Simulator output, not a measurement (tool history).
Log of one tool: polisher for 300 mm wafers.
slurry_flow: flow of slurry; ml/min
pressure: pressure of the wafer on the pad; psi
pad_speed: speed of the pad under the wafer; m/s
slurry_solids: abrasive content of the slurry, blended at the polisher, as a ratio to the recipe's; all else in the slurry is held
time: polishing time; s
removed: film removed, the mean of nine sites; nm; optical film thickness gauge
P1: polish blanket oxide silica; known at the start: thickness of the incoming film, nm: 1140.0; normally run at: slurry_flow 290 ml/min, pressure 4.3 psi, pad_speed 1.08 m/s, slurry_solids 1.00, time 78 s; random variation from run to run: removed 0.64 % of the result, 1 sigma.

run,hour,slurry_flow,pressure,pad_speed,slurry_solids,time,wafers polished on this pad,hours since the slurry nozzle was cleaned,hours since the head pressure was calibrated,hours since the slurry blender was calibrated,hours since the conditioning disc was replaced,removed
1,14.7,290,4.3,1.08,1.00,78,1243,284.0,302.7,71.1,97.4,232.85
2,30.2,290,4.3,1.08,1.00,78,1354,299.5,318.2,86.6,112.9,231.97
3,41.5,290,4.3,1.08,1.00,78,1435,310.8,329.5,97.9,124.2,230.22
4,57.5,290,4.3,1.08,1.25,78,1549,326.8,345.5,113.9,140.2,253.65
5,70.7,290,4.3,1.50,1.00,78,1643,340.0,358.7,127.1,153.4,297.32
6,83.3,365,4.3,1.08,1.00,117,1733,352.6,371.3,139.7,166.0,355.29
7,94.0,290,4.3,1.08,0.50,78,1810,363.3,382.0,150.4,176.7,158.16
8,101.8,290,4.3,1.08,1.00,78,1866,371.1,389.8,158.2,184.5,231.87
9,112.7,290,4.3,1.08,1.00,117,1944,382.0,400.7,169.1,195.4,339.96
10,124.2,290,4.3,1.08,1.00,78,2026,393.5,412.2,180.6,206.9,231.90
11,136.5,290,4.3,0.50,1.00,78,2114,405.8,424.5,192.9,219.2,124.67
12,144.4,290,4.3,1.08,1.00,56,2170,413.7,432.4,200.8,227.1,164.78
13,160.1,290,6.2,1.08,1.00,78,2282,429.4,448.1,216.5,242.8,335.30
14,169.2,290,2.8,1.08,0.50,78,2348,438.5,457.2,225.6,251.9,102.99
15,177.4,175,4.3,1.08,1.00,78,2406,446.7,465.4,233.8,260.1,217.56
16,186.9,385,5.7,1.08,1.00,78,2474,456.2,474.9,243.3,269.6,309.83
17,195.3,460,4.3,1.08,1.00,78,2534,464.6,483.3,251.7,278.0,238.49
18,211.8,290,1.9,1.08,1.00,78,2652,481.1,499.8,268.2,294.5,101.17
19,220.5,290,4.3,1.08,1.00,78,2714,489.8,508.5,276.9,303.2,227.79
20,230.9,290,4.3,1.08,1.00,78,2789,500.2,518.9,287.3,313.6,218.16
21,240.7,290,4.3,1.08,1.00,78,2859,510.0,528.7,297.1,323.4,210.32
22,253.0,290,4.3,1.08,1.00,78,2947,522.3,541.0,309.4,335.7,204.37
# hour 265.7: conditioning disc replaced and pad reconditioned
23,266.8,290,4.3,1.08,1.00,78,3045,536.1,554.8,323.2,1.2,201.15
# hour 270.3: head pressure recalibrated
24,279.0,290,4.3,1.08,1.00,78,3132,548.3,8.8,335.4,13.4,201.22
25,294.8,290,4.3,1.08,1.00,78,3245,564.1,24.6,351.2,29.2,200.88

What P1 gives has crept away from where it was. These 2 causes fit the log equally well, each at the size given:
A: removal rate lost through wear of the pad, % = 13.3
B: abrasive missing from the slurry, % = 25.2
The creep began at about hour 220.5.
Why every other cause is out:
slurry flow missing at the pad, %: at most 40, which would move removed by -5.9 %: too little, or the wrong way
head's pressure below its setpoint, %: serviced at hour 270.3, which brought nothing back
time polished since the conditioner stopped cutting, s: serviced at hour 265.7, which brought nothing back

4 check runs are offered, each on 2 wafers whose results are averaged, their results left as question marks. Which one tells the causes apart?
check 1,310.6,435,3.2,1.08,1.00,78,,,,,,?
check 2,310.6,290,4.3,1.08,0.55,78,,,,,,?
check 3,310.6,290,1.9,1.08,1.00,78,,,,,,?
check 4,310.6,450,4.3,1.08,1.00,113,,,,,,?

What each check would give under each cause:
check,result,if A,if B
check 1,removed,153.150,153.190
check 2,removed,145.390,139.400
check 3,removed,88.135,88.155
check 4,removed,298.770,298.840
How far apart the two closest causes lie, in the result that separates them most: check 1 0.02 %; check 2 4.21 %; check 3 0.02 %; check 4 0.02 %
Check 2 tells the causes apart: in the others they would give nearly the same result.

Check 2 was then run and gave: removed 145.480 nm. Which cause is it?

It is A: removal rate lost through wear of the pad, %.
